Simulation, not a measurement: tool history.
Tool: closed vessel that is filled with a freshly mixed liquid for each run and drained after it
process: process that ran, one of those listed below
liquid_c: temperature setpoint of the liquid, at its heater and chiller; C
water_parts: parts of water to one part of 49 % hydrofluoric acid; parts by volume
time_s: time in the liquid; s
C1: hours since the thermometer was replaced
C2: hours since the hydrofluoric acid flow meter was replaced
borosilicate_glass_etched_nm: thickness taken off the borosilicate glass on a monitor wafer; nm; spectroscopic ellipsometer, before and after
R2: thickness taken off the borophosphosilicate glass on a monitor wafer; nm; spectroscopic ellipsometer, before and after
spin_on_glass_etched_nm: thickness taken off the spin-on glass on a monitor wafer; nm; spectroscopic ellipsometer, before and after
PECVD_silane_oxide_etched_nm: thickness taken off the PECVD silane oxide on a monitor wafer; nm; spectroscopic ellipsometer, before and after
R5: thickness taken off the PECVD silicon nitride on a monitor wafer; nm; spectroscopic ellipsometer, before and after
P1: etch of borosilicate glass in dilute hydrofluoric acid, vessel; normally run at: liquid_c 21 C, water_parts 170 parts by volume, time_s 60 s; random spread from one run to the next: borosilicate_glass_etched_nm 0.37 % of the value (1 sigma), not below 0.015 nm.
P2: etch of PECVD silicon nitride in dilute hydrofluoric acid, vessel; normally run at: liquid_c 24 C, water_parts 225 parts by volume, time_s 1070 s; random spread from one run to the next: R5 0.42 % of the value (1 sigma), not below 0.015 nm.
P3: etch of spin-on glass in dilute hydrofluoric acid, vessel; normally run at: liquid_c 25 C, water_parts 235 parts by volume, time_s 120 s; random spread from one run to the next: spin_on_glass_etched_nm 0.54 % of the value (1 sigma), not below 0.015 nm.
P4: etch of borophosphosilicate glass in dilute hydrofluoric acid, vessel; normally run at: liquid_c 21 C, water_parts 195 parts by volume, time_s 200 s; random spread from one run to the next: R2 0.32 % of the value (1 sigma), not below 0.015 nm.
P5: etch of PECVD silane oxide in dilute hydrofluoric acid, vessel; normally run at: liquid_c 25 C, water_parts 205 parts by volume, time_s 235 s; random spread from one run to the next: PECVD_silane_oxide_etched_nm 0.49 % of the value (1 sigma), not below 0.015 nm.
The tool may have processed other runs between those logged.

Run 1, hour 7.2: process P1, liquid_c 21 C, water_parts 170 parts by volume, time_s 60 s; C1 376.9; C2 271.6. Result: borosilicate_glass_etched_nm 9.0461 nm.
Run 2, hour 18.8: process P1, liquid_c 21 C, water_parts 170 parts by volume, time_s 30 s; C1 388.5; C2 283.2. Result: borosilicate_glass_etched_nm 4.4961 nm.
Run 3, hour 29.4: process P1, liquid_c 21 C, water_parts 170 parts by volume, time_s 60 s; C1 399.1; C2 293.8. Result: borosilicate_glass_etched_nm 9.03 nm.
Run 4, hour 37: process P4, liquid_c 21 C, water_parts 195 parts by volume, time_s 335 s; C1 406.7; C2 301.4. Result: R2 50.454 nm.
Run 5, hour 47.4: process P3, liquid_c 25 C, water_parts 235 parts by volume, time_s 215 s; C1 417.1; C2 311.8. Result: spin_on_glass_etched_nm 48.795 nm.
Run 6, hour 57.9: process P1, liquid_c 17 C, water_parts 170 parts by volume, time_s 60 s; C1 427.6; C2 322.3. Result: borosilicate_glass_etched_nm 7.7389 nm.
Run 7, hour 66.7: process P4, liquid_c 21 C, water_parts 195 parts by volume, time_s 200 s; C1 436.4; C2 331.1. Result: R2 30.023 nm.
Run 8, hour 82.4: process P3, liquid_c 25 C, water_parts 365 parts by volume, time_s 120 s; C1 452.1; C2 346.8. Result: spin_on_glass_etched_nm 15.394 nm.
Run 9, hour 89.6: process P5, liquid_c 25 C, water_parts 205 parts by volume, time_s 235 s; C1 459.3; C2 354. Result: PECVD_silane_oxide_etched_nm 39.183 nm.
Run 10, hour 101.4: process P1, liquid_c 21 C, water_parts 170 parts by volume, time_s 60 s; C1 471.1; C2 365.8. Result: borosilicate_glass_etched_nm 8.9792 nm.
Run 11, hour 112.9: process P1, liquid_c 21 C, water_parts 170 parts by volume, time_s 60 s; C1 482.6; C2 377.3. Result: borosilicate_glass_etched_nm 8.9971 nm.
Run 12, hour 127.8: process P3, liquid_c 19 C, water_parts 235 parts by volume, time_s 120 s; C1 497.5; C2 392.2. Result: spin_on_glass_etched_nm 21.707 nm.
At hour 129.6: thermometer replaced.
Run 13, hour 143.8: process P5, liquid_c 25 C, water_parts 125 parts by volume, time_s 235 s; C1 14.2; C2 408.2. Result: PECVD_silane_oxide_etched_nm 70.026 nm.
Run 14, hour 159.7: process P4, liquid_c 17 C, water_parts 195 parts by volume, time_s 200 s; C1 30.1; C2 424.1. Result: R2 25.724 nm.
Run 15, hour 169.3: process P1, liquid_c 21 C, water_parts 170 parts by volume, time_s 100 s; C1 39.7; C2 433.7. Result: borosilicate_glass_etched_nm 14.982 nm.
Run 16, hour 179.1: process P1, liquid_c 17 C, water_parts 265 parts by volume, time_s 60 s; C1 49.5; C2 443.5. Result: borosilicate_glass_etched_nm 4.5335 nm.
Run 17, hour 186.7: process P4, liquid_c 21 C, water_parts 105 parts by volume, time_s 200 s; C1 57.1; C2 451.1. Result: R2 61.781 nm.
Run 18, hour 197.5: process P2, liquid_c 19.5 C, water_parts 225 parts by volume, time_s 1070 s; C1 67.9; C2 461.9. Result: R5 20.479 nm.
Run 19, hour 206.6: process P4, liquid_c 21 C, water_parts 195 parts by volume, time_s 200 s; C1 77; C2 471. Result: R2 30.165 nm.
Run 20, hour 216.5: process P2, liquid_c 24 C, water_parts 225 parts by volume, time_s 1070 s; C1 86.9; C2 480.9. Result: R5 27.182 nm.
Run 21, hour 228.8: process P5, liquid_c 17 C, water_parts 205 parts by volume, time_s 235 s; C1 99.2; C2 493.2. Result: PECVD_silane_oxide_etched_nm 28.657 nm.
Run 22, hour 242.1: process P1, liquid_c 21 C, water_parts 170 parts by volume, time_s 60 s; C1 112.5; C2 506.5. Result: borosilicate_glass_etched_nm 8.9896 nm.
Run 23, hour 256.9: process P1, liquid_c 21 C, water_parts 170 parts by volume, time_s 60 s; C1 127.3; C2 521.3. Result: borosilicate_glass_etched_nm 9.0839 nm.
Run 24, hour 268.5: process P1, liquid_c 27.5 C, water_parts 170 parts by volume, time_s 60 s; C1 138.9; C2 532.9. Result: borosilicate_glass_etched_nm 11.524 nm.
Run 25, hour 276.5: process P2, liquid_c 24 C, water_parts 225 parts by volume, time_s 2020 s; C1 146.9; C2 540.9. Result: R5 51.36 nm.
Run 26, hour 292.1: process P1, liquid_c 21 C, water_parts 170 parts by volume, time_s 60 s; C1 162.5; C2 556.5. Result: borosilicate_glass_etched_nm 8.9928 nm.
Run 27, hour 299.1: process P5, liquid_c 25 C, water_parts 205 parts by volume, time_s 235 s; C1 169.5; C2 563.5. Result: PECVD_silane_oxide_etched_nm 39.52 nm.
Run 28, hour 308.9: process P3, liquid_c 25 C, water_parts 235 parts by volume, time_s 120 s; C1 179.3; C2 573.3. Result: spin_on_glass_etched_nm 27.327 nm.
Run 29, hour 323.8: process P2, liquid_c 24 C, water_parts 345 parts by volume, time_s 1070 s; C1 194.2; C2 588.2. Result: R5 17.769 nm.
Run 30, hour 338.7: process P1, liquid_c 21 C, water_parts 310 parts by volume, time_s 60 s; C1 209.1; C2 603.1. Result: borosilicate_glass_etched_nm 4.2837 nm.
Run 31, hour 354.1: process P3, liquid_c 25 C, water_parts 235 parts by volume, time_s 120 s; C1 224.5; C2 618.5. Result: spin_on_glass_etched_nm 27.337 nm.
Run 32, hour 362.6: process P5, liquid_c 25 C, water_parts 205 parts by volume, time_s 105 s; C1 233; C2 627. Result: PECVD_silane_oxide_etched_nm 17.438 nm.
Run 33, hour 372.2: process P1, liquid_c 21 C, water_parts 80 parts by volume, time_s 60 s; C1 242.6; C2 636.6. Result: borosilicate_glass_etched_nm 21.222 nm.
Run 34, hour 387.3: process P1, liquid_c 21 C, water_parts 170 parts by volume, time_s 60 s; C1 257.7; C2 651.7. Result: borosilicate_glass_etched_nm 9.0046 nm.
Run 35, hour 395.7: process P1, liquid_c 21 C, water_parts 170 parts by volume, time_s 60 s; C1 266.1; C2 660.1. Result: borosilicate_glass_etched_nm 9.2441 nm.
Run 36, hour 403.9: process P1, liquid_c 21 C, water_parts 170 parts by volume, time_s 60 s; C1 274.3; C2 668.3. Result: borosilicate_glass_etched_nm 9.3722 nm.
Run 37, hour 420: process P1, liquid_c 21 C, water_parts 170 parts by volume, time_s 60 s; C1 290.4; C2 684.4. Result: borosilicate_glass_etched_nm 9.6177 nm.

Predict the results of run 38:
Run 38, hour 431.1: process P1, liquid_c 21 C, water_parts 170 parts by volume, time_s 60 s; C1 301.5; C2 695.5. Result: borosilicate_glass_etched_nm ?.

borosilicate_glass_etched_nm: 9.5507 nm
